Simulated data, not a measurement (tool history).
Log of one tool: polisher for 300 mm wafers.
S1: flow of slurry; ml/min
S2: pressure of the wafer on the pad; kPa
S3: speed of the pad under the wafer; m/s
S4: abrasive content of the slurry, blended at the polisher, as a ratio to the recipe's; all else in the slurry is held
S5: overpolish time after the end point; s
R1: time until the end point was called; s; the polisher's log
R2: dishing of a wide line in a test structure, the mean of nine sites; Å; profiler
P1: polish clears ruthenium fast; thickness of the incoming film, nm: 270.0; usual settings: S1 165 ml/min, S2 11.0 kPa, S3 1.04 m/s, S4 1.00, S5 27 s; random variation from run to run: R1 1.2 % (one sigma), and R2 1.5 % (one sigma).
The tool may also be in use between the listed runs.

run   hour   S1    S2    S3    S4  S5       R1       R2
  1    2.3  165  11.0  1.04  1.00  27   91.327   613.93
  2    6.2  165  11.0  1.56  1.00  27   59.194   843.28
  3   11.5  100  11.0  1.04  1.00  27   98.346   549.33
  4   15.5  165  11.0  1.04  1.00  27   88.924   596.75
  5   20.0  165  15.2  1.04  1.00  27   65.810   809.69
  6   23.4  165  11.0  1.04  1.45  27   77.025   686.00
  7   26.6  165  11.0  0.70  1.00  27  132.320   413.48
  8   30.2  165  11.0  1.04  1.00  27   87.862   602.01
  9   34.8  165  11.0  1.04  1.00  27   88.068   598.02
 10   38.9  225  11.0  1.04  1.00  27   84.397   639.13
 11   42.8  165   7.6  1.04  1.00  27  133.120   435.46
 12   47.7  165  11.0  1.04  1.00  27   88.424   603.17
 13   50.4  215  11.0  1.04  1.25  27   78.912   689.28
 14   55.1  165  11.0  1.04  0.50  27  128.060   426.20
 15   58.0  165  11.0  1.04  1.00   8   88.631   196.50
 16   60.7  165  11.0  1.04  1.00  53   88.126  1056.80
 17   65.1  165  11.0  1.04  1.00  27   87.659   601.65
 18   67.8  165  11.0  1.04  1.00  27   89.591   608.53
 19   72.1  165  11.0  1.04  1.00  27   93.146   589.27
 20   75.0  165  11.0  1.04  1.00  27   93.331   569.92
 21   80.1  165  11.0  1.04  1.00  27   95.068   592.83
      80.5  -- slurry blender recalibrated
 22   84.2  165  11.0  1.04  1.00  27   96.154   575.25
      84.5  -- head pressure recalibrated
 23   87.3  165  11.0  1.04  1.00  27   96.177   570.09
 24   91.6  165  11.0  1.04  1.00  27   97.126   565.92
 25   95.5  165  11.0  1.04  1.00  27   96.267   567.98
 26   98.1  165  11.0  1.04  1.00  27   95.772   558.59
 27  102.1  165  11.0  1.04  1.00  27   97.076   555.50

What P1 gives has crept away from where it was. These 2 causes fit the log equally well, each at the size given:
A: slurry flow missing at the pad, % = 34
B: removal rate lost through wear of the pad, % = 7.71
The creep began at about hour 67.8.
Why every other cause is out:
head's pressure below its setpoint, %: serviced at hour 84.5, which brought nothing back
abrasive missing from the slurry, %: serviced at hour 80.5, which brought nothing back

4 check runs are offered, each on 5 wafers whose results are averaged, their results left as question marks. Which one tells the causes apart?
check 1  106.1  100  11.0  1.04  1.00  27   ?   ?
check 2  106.1  165  11.0  0.84  0.65  27   ?   ?
check 3  106.1  165  11.0  1.04  0.60  27   ?   ?
check 4  106.1  165  11.0  1.04  0.50  27   ?   ?

What each check would give under each cause:
  check  result     if A     if B
check 1      R1  112.060  107.180
check 1      R2   494.35   514.43
check 2      R1  149.360  149.360
check 2      R2   380.47   380.46
check 3      R1  126.280  126.290
check 3      R2   443.72   443.71
check 4      R1  140.960  140.970
check 4      R2   401.28   401.26
How far apart the two closest causes lie, in the result that separates them most: check 1 4.44 %; check 2 0 %; check 3 0 %; check 4 0 %
Only check 1 tells the causes apart: in the others they would give nearly the same result.

Check 1 was then run and gave: R1 111.970 s; R2 495.84 Å. Which cause is it?

It is A: slurry flow missing at the pad, %.
